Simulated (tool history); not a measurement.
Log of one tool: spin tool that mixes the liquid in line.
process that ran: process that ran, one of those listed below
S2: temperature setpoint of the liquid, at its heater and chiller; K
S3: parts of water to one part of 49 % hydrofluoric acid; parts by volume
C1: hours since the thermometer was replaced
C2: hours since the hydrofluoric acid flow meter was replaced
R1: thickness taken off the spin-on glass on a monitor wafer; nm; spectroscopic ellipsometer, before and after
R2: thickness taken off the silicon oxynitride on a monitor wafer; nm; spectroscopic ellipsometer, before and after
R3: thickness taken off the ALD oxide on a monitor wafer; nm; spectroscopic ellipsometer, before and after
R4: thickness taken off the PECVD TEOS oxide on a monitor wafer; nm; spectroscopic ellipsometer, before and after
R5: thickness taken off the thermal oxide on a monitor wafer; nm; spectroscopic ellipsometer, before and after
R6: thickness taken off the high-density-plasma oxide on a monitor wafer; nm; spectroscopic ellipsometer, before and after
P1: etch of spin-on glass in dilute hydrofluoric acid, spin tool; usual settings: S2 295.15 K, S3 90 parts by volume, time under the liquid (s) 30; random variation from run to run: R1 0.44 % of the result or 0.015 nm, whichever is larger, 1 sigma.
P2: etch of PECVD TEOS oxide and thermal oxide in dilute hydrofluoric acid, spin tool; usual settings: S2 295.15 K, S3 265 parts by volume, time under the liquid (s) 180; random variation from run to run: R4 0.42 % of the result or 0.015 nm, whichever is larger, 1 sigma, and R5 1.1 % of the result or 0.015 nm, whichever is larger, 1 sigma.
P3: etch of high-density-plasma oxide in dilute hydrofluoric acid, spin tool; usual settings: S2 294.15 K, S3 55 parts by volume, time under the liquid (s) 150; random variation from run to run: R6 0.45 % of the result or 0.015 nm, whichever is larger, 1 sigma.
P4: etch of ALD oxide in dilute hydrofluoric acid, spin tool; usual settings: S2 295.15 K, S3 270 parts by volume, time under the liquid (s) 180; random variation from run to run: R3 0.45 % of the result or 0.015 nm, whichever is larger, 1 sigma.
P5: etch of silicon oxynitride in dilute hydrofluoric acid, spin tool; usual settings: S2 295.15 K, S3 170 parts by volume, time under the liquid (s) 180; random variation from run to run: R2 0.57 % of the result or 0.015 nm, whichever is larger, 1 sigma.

{"run": 1, "day": 0.592, "process that ran": "P1", "S2": 295.15, "S3": 90, "time under the liquid (s)": 30, "C1": 1960.4, "C2": 250.1, "R1": 10.487}
{"run": 2, "day": 0.958, "process that ran": "P5", "S2": 295.15, "S3": 170, "time under the liquid (s)": 180, "C1": 1969.2, "C2": 258.9, "R2": 4.2671}
{"run": 3, "day": 1.542, "process that ran": "P4", "S2": 295.15, "S3": 100, "time under the liquid (s)": 180, "C1": 1983.2, "C2": 272.9, "R3": 17.754}
{"run": 4, "day": 2.167, "process that ran": "P1", "S2": 295.15, "S3": 55, "time under the liquid (s)": 30, "C1": 1998.2, "C2": 287.9, "R1": 17.861}
{"run": 5, "day": 2.538, "process that ran": "P5", "S2": 295.15, "S3": 170, "time under the liquid (s)": 20, "C1": 2007.1, "C2": 296.8, "R2": 0.46668}
{"run": 6, "day": 3.071, "process that ran": "P1", "S2": 295.15, "S3": 90, "time under the liquid (s)": 30, "C1": 2019.9, "C2": 309.6, "R1": 10.463}
{"run": 7, "day": 3.425, "process that ran": "P5", "S2": 295.15, "S3": 170, "time under the liquid (s)": 180, "C1": 2028.4, "C2": 318.1, "R2": 4.2304}
{"run": 8, "day": 3.792, "process that ran": "P5", "S2": 290.15, "S3": 170, "time under the liquid (s)": 180, "C1": 2037.2, "C2": 326.9, "R2": 3.3574}
{"run": 9, "day": 4.183, "process that ran": "P5", "S2": 295.15, "S3": 305, "time under the liquid (s)": 180, "C1": 2046.6, "C2": 336.3, "R2": 2.1794}
{"run": 10, "day": 4.85, "process that ran": "P2", "S2": 295.15, "S3": 265, "time under the liquid (s)": 345, "C1": 2062.6, "C2": 352.3, "R4": 29.763, "R5": 4.8269}
{"run": 11, "day": 5.15, "process that ran": "P4", "S2": 295.15, "S3": 270, "time under the liquid (s)": 180, "C1": 2069.8, "C2": 359.5, "R3": 5.4631}
{"run": 12, "day": 5.625, "process that ran": "P1", "S2": 301.65, "S3": 90, "time under the liquid (s)": 30, "C1": 2081.2, "C2": 370.9, "R1": 13.562}
{"run": 13, "day": 6.283, "process that ran": "P2", "S2": 290.65, "S3": 265, "time under the liquid (s)": 180, "C1": 2097.0, "C2": 386.7, "R4": 13.015, "R5": 2.0949}
{"run": 14, "day": 6.725, "process that ran": "P2", "S2": 295.15, "S3": 480, "time under the liquid (s)": 180, "C1": 2107.6, "C2": 397.3, "R4": 7.0889, "R5": 1.174}
{"run": 15, "day": 7.354, "process that ran": "P1", "S2": 290.15, "S3": 55, "time under the liquid (s)": 30, "C1": 2122.7, "C2": 412.4, "R1": 14.509}
{"run": 16, "day": 7.708, "process that ran": "P4", "S2": 302.15, "S3": 270, "time under the liquid (s)": 180, "C1": 2131.2, "C2": 420.9, "R3": 7.0596}
{"run": 17, "day": 8.367, "process that ran": "P2", "S2": 295.15, "S3": 265, "time under the liquid (s)": 180, "C1": 2147.0, "C2": 436.7, "R4": 15.449, "R5": 2.5287}
{"run": 18, "day": 8.817, "process that ran": "P1", "S2": 295.15, "S3": 90, "time under the liquid (s)": 30, "C1": 2157.8, "C2": 447.5, "R1": 10.493}
{"run": 19, "day": 9.267, "process that ran": "P3", "S2": 294.15, "S3": 55, "time under the liquid (s)": 15, "C1": 2168.6, "C2": 458.3, "R6": 1.6945}
{"run": 20, "day": 9.6, "process that ran": "P1", "S2": 295.15, "S3": 90, "time under the liquid (s)": 15, "C1": 2176.6, "C2": 466.3, "R1": 5.2229}
{"run": 21, "day": 10.179, "process that ran": "P3", "S2": 300.65, "S3": 55, "time under the liquid (s)": 150, "C1": 2190.5, "C2": 480.2, "R6": 22.215}
{"run": 22, "day": 10.546, "process that ran": "P1", "S2": 295.15, "S3": 90, "time under the liquid (s)": 30, "C1": 2199.3, "C2": 489.0, "R1": 10.476}
{"run": 23, "day": 11.15, "process that ran": "P4", "S2": 295.15, "S3": 270, "time under the liquid (s)": 180, "C1": 2213.8, "C2": 503.5, "R3": 5.5202}
{"run": 24, "day": 11.704, "process that ran": "P1", "S2": 290.15, "S3": 90, "time under the liquid (s)": 30, "C1": 2227.1, "C2": 516.8, "R1": 8.5519}
{"run": 25, "day": 12.375, "process that ran": "P1", "S2": 295.15, "S3": 150, "time under the liquid (s)": 45, "C1": 2243.2, "C2": 532.9, "R1": 8.7343}
{"run": 26, "day": 12.842, "process that ran": "P1", "S2": 295.15, "S3": 90, "time under the liquid (s)": 55, "C1": 2254.4, "C2": 544.1, "R1": 19.163}
{"run": 27, "day": 13.242, "process that ran": "P1", "S2": 302.15, "S3": 90, "time under the liquid (s)": 60, "C1": 2264.0, "C2": 553.7, "R1": 27.394}
{"run": 28, "day": 13.638, "process that ran": "P3", "S2": 294.15, "S3": 105, "time under the liquid (s)": 150, "C1": 2273.5, "C2": 563.2, "R6": 8.5053}
{"run": 29, "day": 14.038, "process that ran": "P1", "S2": 295.15, "S3": 125, "time under the liquid (s)": 30, "C1": 2283.1, "C2": 572.8, "R1": 7.2538}
{"run": 30, "day": 14.529, "process that ran": "P3", "S2": 294.15, "S3": 55, "time under the liquid (s)": 150, "C1": 2294.9, "C2": 584.6, "R6": 16.999}
{"run": 31, "day": 15.146, "process that ran": "P4", "S2": 295.15, "S3": 270, "time under the liquid (s)": 15, "C1": 2309.7, "C2": 599.4, "R3": 0.44547}
{"run": 32, "day": 15.783, "process that ran": "P1", "S2": 295.15, "S3": 90, "time under the liquid (s)": 30, "C1": 2325.0, "C2": 614.7, "R1": 10.581}
{"run": 33, "day": 16.342, "process that ran": "P1", "S2": 295.15, "S3": 90, "time under the liquid (s)": 30, "C1": 2338.4, "C2": 628.1, "R1": 10.953}
{"run": 34, "day": 16.704, "process that ran": "P1", "S2": 295.15, "S3": 90, "time under the liquid (s)": 30, "C1": 2347.1, "C2": 636.8, "R1": 11.128}
{"run": 35, "day": 17.275, "process that ran": "P1", "S2": 295.15, "S3": 90, "time under the liquid (s)": 30, "C1": 2360.8, "C2": 650.5, "R1": 11.394}
{"run": 36, "day": 17.65, "process that ran": "P1", "S2": 295.15, "S3": 90, "time under the liquid (s)": 30, "C1": 2369.8, "C2": 659.5, "R1": 11.431}

Forecast run 37:
{"run": 37, "day": 17.946, "process that ran": "P1", "S2": 295.15, "S3": 90, "time under the liquid (s)": 30, "C1": 2376.9, "C2": 666.6, "R1": "?"}

Run 37 gave R1 11.3820 nm.
